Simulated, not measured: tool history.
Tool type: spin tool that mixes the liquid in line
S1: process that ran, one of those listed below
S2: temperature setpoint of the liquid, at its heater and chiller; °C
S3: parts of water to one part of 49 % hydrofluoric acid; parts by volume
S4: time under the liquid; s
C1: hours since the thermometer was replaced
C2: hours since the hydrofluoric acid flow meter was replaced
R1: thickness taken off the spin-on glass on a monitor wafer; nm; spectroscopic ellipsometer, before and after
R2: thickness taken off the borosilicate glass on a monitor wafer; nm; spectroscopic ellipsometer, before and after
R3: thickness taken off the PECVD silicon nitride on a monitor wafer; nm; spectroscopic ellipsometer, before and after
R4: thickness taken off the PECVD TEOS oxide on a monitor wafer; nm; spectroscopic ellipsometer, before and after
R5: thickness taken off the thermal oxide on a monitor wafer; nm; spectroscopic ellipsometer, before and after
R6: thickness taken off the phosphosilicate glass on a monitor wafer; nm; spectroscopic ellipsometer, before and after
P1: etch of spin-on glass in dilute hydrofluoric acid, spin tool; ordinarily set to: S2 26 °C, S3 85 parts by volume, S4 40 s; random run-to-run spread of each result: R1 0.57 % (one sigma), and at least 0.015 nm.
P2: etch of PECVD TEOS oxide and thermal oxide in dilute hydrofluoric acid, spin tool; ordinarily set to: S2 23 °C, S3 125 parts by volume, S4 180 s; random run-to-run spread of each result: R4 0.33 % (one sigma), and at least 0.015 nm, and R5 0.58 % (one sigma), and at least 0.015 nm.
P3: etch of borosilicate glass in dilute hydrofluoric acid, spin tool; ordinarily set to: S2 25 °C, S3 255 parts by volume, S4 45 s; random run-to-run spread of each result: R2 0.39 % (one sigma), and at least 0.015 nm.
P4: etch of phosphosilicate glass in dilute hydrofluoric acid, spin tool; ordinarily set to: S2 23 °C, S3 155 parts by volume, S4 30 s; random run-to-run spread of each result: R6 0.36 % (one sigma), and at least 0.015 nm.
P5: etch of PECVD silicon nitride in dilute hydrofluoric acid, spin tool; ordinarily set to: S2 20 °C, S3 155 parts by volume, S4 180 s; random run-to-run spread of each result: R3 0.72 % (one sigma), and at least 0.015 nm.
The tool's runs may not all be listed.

run 1 day=0.621 | S1=P1 S2=26 S3=85 S4=40 | C1=463 C2=230.1 | R1=23.83
run 2 day=1.05 | S1=P1 S2=31.5 S3=85 S4=40 | C1=473.3 C2=240.4 | R1=29.535
run 3 day=1.45 | S1=P3 S2=21.5 S3=255 S4=45 | C1=482.9 C2=250 | R2=5.3983
run 4 day=2.188 | S1=P5 S2=20 S3=155 S4=355 | C1=500.6 C2=267.7 | R3=5.5093
run 5 day=2.758 | S1=P5 S2=20 S3=95 S4=180 | C1=514.3 C2=281.4 | R3=4.4433
run 6 day=3.333 | S1=P1 S2=26 S3=85 S4=40 | C1=528.1 C2=295.2 | R1=23.814
run 7 day=3.912 | S1=P2 S2=23 S3=125 S4=180 | C1=542 C2=309.1 | R4=24.193 R5=6.3414
run 8 day=4.346 | S1=P4 S2=17 S3=155 S4=30 | C1=552.4 C2=319.5 | R6=8.6536
run 9 day=4.983 | S1=P3 S2=25 S3=40 S4=45 | C1=567.7 C2=334.8 | R2=50.947
-- day=5.596 hydrofluoric acid flow meter replaced
run 10 day=5.617 | S1=P4 S2=23 S3=155 S4=55 | C1=582.9 C2=0.6 | R6=19.887
run 11 day=5.979 | S1=P1 S2=22.5 S3=85 S4=15 | C1=591.6 C2=9.3 | R1=7.7189
run 12 day=6.571 | S1=P4 S2=23 S3=250 S4=30 | C1=605.8 C2=23.5 | R6=6.1047
run 13 day=7.033 | S1=P1 S2=26 S3=85 S4=70 | C1=616.9 C2=34.6 | R1=41.355
run 14 day=7.625 | S1=P1 S2=26 S3=85 S4=40 | C1=631.1 C2=48.8 | R1=23.72
run 15 day=8.162 | S1=P2 S2=23 S3=170 S4=180 | C1=644 C2=61.7 | R4=16.836 R5=4.3727
run 16 day=8.504 | S1=P2 S2=23 S3=125 S4=15 | C1=652.2 C2=69.9 | R4=2.025 R5=0.52226
run 17 day=9.2 | S1=P5 S2=20 S3=155 S4=180 | C1=668.9 C2=86.6 | R3=2.7807
run 18 day=9.908 | S1=P1 S2=26 S3=150 S4=40 | C1=685.9 C2=103.6 | R1=12.648
run 19 day=10.342 | S1=P5 S2=20 S3=155 S4=180 | C1=696.3 C2=114 | R3=2.7474
run 20 day=10.662 | S1=P4 S2=23 S3=155 S4=30 | C1=704 C2=121.7 | R6=10.921
run 21 day=11.342 | S1=P1 S2=26 S3=85 S4=15 | C1=720.3 C2=138 | R1=8.9556
run 22 day=11.9 | S1=P2 S2=29 S3=125 S4=180 | C1=733.7 C2=151.4 | R4=30.38 R5=7.9741
run 23 day=12.358 | S1=P3 S2=25 S3=255 S4=45 | C1=744.7 C2=162.4 | R2=6.1671
run 24 day=12.883 | S1=P3 S2=25 S3=255 S4=15 | C1=757.3 C2=175 | R2=2.0539
run 25 day=13.483 | S1=P1 S2=31 S3=85 S4=20 | C1=771.7 C2=189.4 | R1=14.655
run 26 day=14.096 | S1=P1 S2=26 S3=85 S4=40 | C1=786.4 C2=204.1 | R1=23.993

Forecast run 27:
run 27 day=14.729 | S1=P1 S2=26 S3=25 S4=40 | C1=801.6 C2=219.3 | R1=?

{"run 27": {"R1": 88.534}}
